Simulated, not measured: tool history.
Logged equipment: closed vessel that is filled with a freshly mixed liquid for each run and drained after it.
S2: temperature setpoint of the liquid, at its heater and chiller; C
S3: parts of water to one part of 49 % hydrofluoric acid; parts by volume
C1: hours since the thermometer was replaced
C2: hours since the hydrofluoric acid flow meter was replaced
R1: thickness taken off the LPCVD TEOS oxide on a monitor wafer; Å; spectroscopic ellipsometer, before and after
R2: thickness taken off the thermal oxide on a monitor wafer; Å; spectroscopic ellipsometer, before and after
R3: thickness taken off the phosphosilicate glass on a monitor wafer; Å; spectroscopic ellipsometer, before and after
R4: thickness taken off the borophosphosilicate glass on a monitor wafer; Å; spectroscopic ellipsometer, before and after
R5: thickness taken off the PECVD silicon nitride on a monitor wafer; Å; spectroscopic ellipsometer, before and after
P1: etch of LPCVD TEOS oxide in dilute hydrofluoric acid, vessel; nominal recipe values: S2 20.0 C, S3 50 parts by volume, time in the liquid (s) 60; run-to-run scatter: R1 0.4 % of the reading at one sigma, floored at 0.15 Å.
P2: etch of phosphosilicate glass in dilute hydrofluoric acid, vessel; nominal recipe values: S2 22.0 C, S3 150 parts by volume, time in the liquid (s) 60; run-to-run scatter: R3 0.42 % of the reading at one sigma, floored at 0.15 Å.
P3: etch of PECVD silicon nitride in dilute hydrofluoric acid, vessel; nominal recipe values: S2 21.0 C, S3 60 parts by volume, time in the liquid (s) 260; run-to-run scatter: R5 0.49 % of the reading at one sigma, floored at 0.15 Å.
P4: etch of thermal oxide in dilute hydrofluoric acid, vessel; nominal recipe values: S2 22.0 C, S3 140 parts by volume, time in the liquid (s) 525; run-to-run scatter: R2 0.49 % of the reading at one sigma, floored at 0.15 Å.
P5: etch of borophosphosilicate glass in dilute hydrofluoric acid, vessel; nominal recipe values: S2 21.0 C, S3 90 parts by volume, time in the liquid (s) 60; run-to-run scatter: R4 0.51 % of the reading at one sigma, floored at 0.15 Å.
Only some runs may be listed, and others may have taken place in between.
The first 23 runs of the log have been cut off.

Run 24, hour 118.5: process that ran P1, S2 27.5 C, S3 50 parts by volume, time in the liquid (s) 60; C1 580.7; C2 964.6. Result: R1 840.36 Å.
Run 25, hour 124.7: process that ran P3, S2 21.0 C, S3 100 parts by volume, time in the liquid (s) 260; C1 586.9; C2 970.8. Result: R5 41.897 Å.
Run 26, hour 130.1: process that ran P5, S2 25.0 C, S3 90 parts by volume, time in the liquid (s) 60; C1 592.3; C2 976.2. Result: R4 391.52 Å.
Run 27, hour 135.4: process that ran P3, S2 17.0 C, S3 60 parts by volume, time in the liquid (s) 260; C1 597.6; C2 981.5. Result: R5 52.315 Å.
Run 28, hour 141.3: process that ran P2, S2 22.0 C, S3 150 parts by volume, time in the liquid (s) 60; C1 603.5; C2 987.4. Result: R3 279.96 Å.
Run 29, hour 145.9: process that ran P1, S2 17.0 C, S3 50 parts by volume, time in the liquid (s) 60; C1 608.1; C2 992.0. Result: R1 541.93 Å.
Run 30, hour 151.8: process that ran P4, S2 22.0 C, S3 140 parts by volume, time in the liquid (s) 525; C1 614.0; C2 997.9. Result: R2 154.220 Å.
Run 31, hour 155.6: process that ran P3, S2 21.0 C, S3 60 parts by volume, time in the liquid (s) 260; C1 617.8; C2 1001.7. Result: R5 69.365 Å.
Run 32, hour 161.7: process that ran P4, S2 18.0 C, S3 140 parts by volume, time in the liquid (s) 525; C1 623.9; C2 1007.8. Result: R2 131.350 Å.
Run 33, hour 164.6: process that ran P1, S2 20.0 C, S3 50 parts by volume, time in the liquid (s) 60; C1 626.8; C2 1010.7. Result: R1 615.00 Å.
Run 34, hour 169.2: process that ran P1, S2 20.0 C, S3 50 parts by volume, time in the liquid (s) 60; C1 631.4; C2 1015.3. Result: R1 630.35 Å.
Run 35, hour 173.2: process that ran P1, S2 20.0 C, S3 50 parts by volume, time in the liquid (s) 60; C1 635.4; C2 1019.3. Result: R1 643.49 Å.
Run 36, hour 178.1: process that ran P1, S2 20.0 C, S3 50 parts by volume, time in the liquid (s) 60; C1 640.3; C2 1024.2. Result: R1 653.03 Å.
Run 37, hour 181.4: process that ran P1, S2 20.0 C, S3 50 parts by volume, time in the liquid (s) 60; C1 643.6; C2 1027.5. Result: R1 656.46 Å.

What will run 38 give?
Run 38, hour 184.5: process that ran P1, S2 20.0 C, S3 50 parts by volume, time in the liquid (s) 60; C1 646.7; C2 1030.6. Result: R1 ?.

{"run 38": {"R1": 661.08}}

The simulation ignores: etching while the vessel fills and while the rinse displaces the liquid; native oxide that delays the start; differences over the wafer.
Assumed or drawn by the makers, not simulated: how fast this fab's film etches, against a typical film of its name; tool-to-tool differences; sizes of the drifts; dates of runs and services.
